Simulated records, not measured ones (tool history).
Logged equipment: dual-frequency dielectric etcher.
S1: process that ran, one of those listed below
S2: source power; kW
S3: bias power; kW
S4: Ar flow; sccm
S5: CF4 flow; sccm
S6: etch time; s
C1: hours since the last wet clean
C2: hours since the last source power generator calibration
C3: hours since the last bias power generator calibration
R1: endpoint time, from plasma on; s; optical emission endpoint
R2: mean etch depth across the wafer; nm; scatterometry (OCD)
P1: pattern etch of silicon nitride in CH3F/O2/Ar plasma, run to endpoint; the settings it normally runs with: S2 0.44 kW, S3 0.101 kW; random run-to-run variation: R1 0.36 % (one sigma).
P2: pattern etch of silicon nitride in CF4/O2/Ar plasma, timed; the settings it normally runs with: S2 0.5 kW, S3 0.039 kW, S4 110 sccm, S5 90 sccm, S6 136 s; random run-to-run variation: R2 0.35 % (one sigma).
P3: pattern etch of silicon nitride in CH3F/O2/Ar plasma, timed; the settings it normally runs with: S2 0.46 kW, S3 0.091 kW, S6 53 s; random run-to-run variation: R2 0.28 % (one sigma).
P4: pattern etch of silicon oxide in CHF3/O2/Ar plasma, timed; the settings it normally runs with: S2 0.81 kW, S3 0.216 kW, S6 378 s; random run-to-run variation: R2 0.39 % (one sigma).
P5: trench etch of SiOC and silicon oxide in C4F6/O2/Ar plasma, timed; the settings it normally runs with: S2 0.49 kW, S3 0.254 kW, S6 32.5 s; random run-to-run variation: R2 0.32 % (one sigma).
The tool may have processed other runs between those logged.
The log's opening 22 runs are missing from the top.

run	hour	S1	S2	S3	S4	S5	S6	C1	C2	C3	R1	R2
23	70.8	P1	0.29	0.101				164.4	1811.3	1163.8	57.656	
24	74.5	P1	0.27	0.138				168.1	1815	1167.5	52.575	
25	77.5	P4	0.49	0.216			378	171.1	1818	1170.5		716.07
26	81.1	P1	0.44	0.101				174.7	1821.6	1174.1	49.497	
27	83.7	P2	0.5	0.047	110	90	136	177.3	1824.2	1176.7		250.59
28	87.9	P3	0.33	0.091			53	181.5	1828.4	1180.9		37.11
29	90.4	P2	0.5	0.039	110	90	136	184	1830.9	1183.4		235.67
30	93.8	P2	0.5	0.039	110	90	136	187.4	1834.3	1186.8		234.97
31	96.2	P5	0.49	0.315			32.5	189.8	1836.7	1189.2		84.939
32	99.1	P4	0.81	0.216			378	192.7	1839.6	1192.1		871.03
33	103.3	P1	0.44	0.101				196.9	1843.8	1196.3	49.295	
34	107.6	P1	0.44	0.101				201.2	1848.1	1200.6	49.944	
35	111	P1	0.44	0.101				204.6	1851.5	1204	50.155	
# hour 113.7: wet clean of the chamber
36	114.2	P1	0.44	0.101				0.5	1854.7	1207.2	50.415	
37	117.2	P1	0.44	0.101				3.5	1857.7	1210.2	50.252	
38	121.6	P1	0.44	0.101				7.9	1862.1	1214.6	50.429	
39	124.5	P1	0.44	0.101				10.8	1865	1217.5	50.213	

Run 40 is up next; what results do you expect?
40	127.8	P1	0.44	0.101				14.1	1868.3	1220.8	?	

For run 40 the tool returned R1 50.447 s.
